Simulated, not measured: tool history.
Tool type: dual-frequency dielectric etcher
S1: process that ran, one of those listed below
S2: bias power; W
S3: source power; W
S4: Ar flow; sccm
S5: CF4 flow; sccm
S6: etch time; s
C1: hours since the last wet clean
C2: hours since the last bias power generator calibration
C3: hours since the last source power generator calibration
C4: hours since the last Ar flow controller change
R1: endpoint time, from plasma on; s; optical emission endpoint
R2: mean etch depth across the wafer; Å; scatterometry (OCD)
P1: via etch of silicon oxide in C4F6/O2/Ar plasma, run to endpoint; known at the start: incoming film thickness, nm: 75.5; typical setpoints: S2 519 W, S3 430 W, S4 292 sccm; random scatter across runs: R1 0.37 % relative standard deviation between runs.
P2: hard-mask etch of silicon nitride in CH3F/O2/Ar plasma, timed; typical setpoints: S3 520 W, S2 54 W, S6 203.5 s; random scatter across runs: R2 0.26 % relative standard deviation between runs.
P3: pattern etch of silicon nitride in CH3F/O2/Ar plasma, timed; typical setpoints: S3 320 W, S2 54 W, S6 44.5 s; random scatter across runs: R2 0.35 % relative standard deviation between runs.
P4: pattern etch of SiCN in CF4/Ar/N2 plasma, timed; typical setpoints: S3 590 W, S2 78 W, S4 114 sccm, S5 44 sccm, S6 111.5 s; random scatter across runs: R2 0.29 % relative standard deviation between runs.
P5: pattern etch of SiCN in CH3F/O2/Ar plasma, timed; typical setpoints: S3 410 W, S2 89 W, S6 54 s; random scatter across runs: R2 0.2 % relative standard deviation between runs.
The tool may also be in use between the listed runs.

run 1 hour=13.1 | S1=P1 S2=519 S3=430 S4=292 | C1=292.7 C2=1950.7 C3=2091.5 C4=2922.1 | R1=15.865
run 2 hour=27.9 | S1=P4 S2=78 S3=590 S4=114 S5=44 S6=111.5 | C1=307.5 C2=1965.5 C3=2106.3 C4=2936.9 | R2=1150.9
run 3 hour=38.5 | S1=P2 S2=54 S3=520 S6=203.5 | C1=318.1 C2=1976.1 C3=2116.9 C4=2947.5 | R2=1449
run 4 hour=49.5 | S1=P4 S2=78 S3=590 S4=114 S5=34 S6=111.5 | C1=329.1 C2=1987.1 C3=2127.9 C4=2958.5 | R2=1108.8
run 5 hour=56.6 | S1=P3 S2=75 S3=320 S6=44.5 | C1=336.2 C2=1994.2 C3=2135 C4=2965.6 | R2=280.29
run 6 hour=68.5 | S1=P4 S2=107 S3=590 S4=114 S5=44 S6=111.5 | C1=348.1 C2=2006.1 C3=2146.9 C4=2977.5 | R2=1302.4
run 7 hour=80.9 | S1=P1 S2=368 S3=430 S4=292 | C1=360.5 C2=2018.5 C3=2159.3 C4=2989.9 | R1=18.083
run 8 hour=89.5 | S1=P1 S2=519 S3=430 S4=292 | C1=369.1 C2=2027.1 C3=2167.9 C4=2998.5 | R1=15.803
run 9 hour=101.8 | S1=P1 S2=651 S3=430 S4=292 | C1=381.4 C2=2039.4 C3=2180.2 C4=3010.8 | R1=14.547
run 10 hour=109 | S1=P1 S2=519 S3=560 S4=292 | C1=388.6 C2=2046.6 C3=2187.4 C4=3018 | R1=14.406
run 11 hour=119.7 | S1=P3 S2=54 S3=430 S6=44.5 | C1=399.3 C2=2057.3 C3=2198.1 C4=3028.7 | R2=281.25
run 12 hour=132.2 | S1=P1 S2=519 S3=430 S4=292 | C1=411.8 C2=2069.8 C3=2210.6 C4=3041.2 | R1=15.837
run 13 hour=145.4 | S1=P4 S2=78 S3=590 S4=114 S5=44 S6=73.5 | C1=425 C2=2083 C3=2223.8 C4=3054.4 | R2=762.15
run 14 hour=156.1 | S1=P1 S2=519 S3=430 S4=292 | C1=435.7 C2=2093.7 C3=2234.5 C4=3065.1 | R1=15.911
run 15 hour=165 | S1=P3 S2=54 S3=320 S6=44.5 | C1=444.6 C2=2102.6 C3=2243.4 C4=3074 | R2=248.81
run 16 hour=173.3 | S1=P3 S2=54 S3=320 S6=34.5 | C1=452.9 C2=2110.9 C3=2251.7 C4=3082.3 | R2=194.74
run 17 hour=180.1 | S1=P3 S2=54 S3=320 S6=44.5 | C1=459.7 C2=2117.7 C3=2258.5 C4=3089.1 | R2=250.37
run 18 hour=192 | S1=P1 S2=399 S3=540 S4=292 | C1=471.6 C2=2129.6 C3=2270.4 C4=3101 | R1=16.075
run 19 hour=204.8 | S1=P1 S2=519 S3=430 S4=170 | C1=484.4 C2=2142.4 C3=2283.2 C4=3113.8 | R1=14.983
run 20 hour=213.5 | S1=P1 S2=519 S3=430 S4=292 | C1=493.1 C2=2151.1 C3=2291.9 C4=3122.5 | R1=15.858
run 21 hour=224 | S1=P1 S2=519 S3=430 S4=292 | C1=503.6 C2=2161.6 C3=2302.4 C4=3133 | R1=15.893
run 22 hour=234.2 | S1=P2 S2=54 S3=700 S6=203.5 | C1=513.8 C2=2171.8 C3=2312.6 C4=3143.2 | R2=1625.1
run 23 hour=240.9 | S1=P5 S2=55 S3=410 S6=54 | C1=520.5 C2=2178.5 C3=2319.3 C4=3149.9 | R2=179.85
run 24 hour=252.8 | S1=P5 S2=89 S3=410 S6=54 | C1=532.4 C2=2190.4 C3=2331.2 C4=3161.8 | R2=212.54
run 25 hour=267.6 | S1=P5 S2=89 S3=500 S6=54 | C1=547.2 C2=2205.2 C3=2346 C4=3176.6 | R2=228.46
run 26 hour=276.1 | S1=P1 S2=519 S3=300 S4=292 | C1=555.7 C2=2213.7 C3=2354.5 C4=3185.1 | R1=18.201
run 27 hour=289.6 | S1=P1 S2=519 S3=430 S4=386 | C1=569.2 C2=2227.2 C3=2368 C4=3198.6 | R1=16.389
run 28 hour=297.5 | S1=P2 S2=54 S3=520 S6=129 | C1=577.1 C2=2235.1 C3=2375.9 C4=3206.5 | R2=918.12
run 29 hour=311.2 | S1=P5 S2=89 S3=410 S6=71 | C1=590.8 C2=2248.8 C3=2389.6 C4=3220.2 | R2=279.29
run 30 hour=323.4 | S1=P4 S2=78 S3=770 S4=114 S5=44 S6=111.5 | C1=603 C2=2261 C3=2401.8 C4=3232.4 | R2=1452.6
run 31 hour=338.3 | S1=P2 S2=66 S3=520 S6=203.5 | C1=617.9 C2=2275.9 C3=2416.7 C4=3247.3 | R2=1542.9
run 32 hour=346.3 | S1=P1 S2=519 S3=430 S4=292 | C1=625.9 C2=2283.9 C3=2424.7 C4=3255.3 | R1=15.838

Run 33 comes next. What will it give?
run 33 hour=360.4 | S1=P4 S2=78 S3=590 S4=70 S5=44 S6=111.5 | C1=640 C2=2298 C3=2438.8 C4=3269.4 | R2=?

{"run 33": {"R2": 1244}}
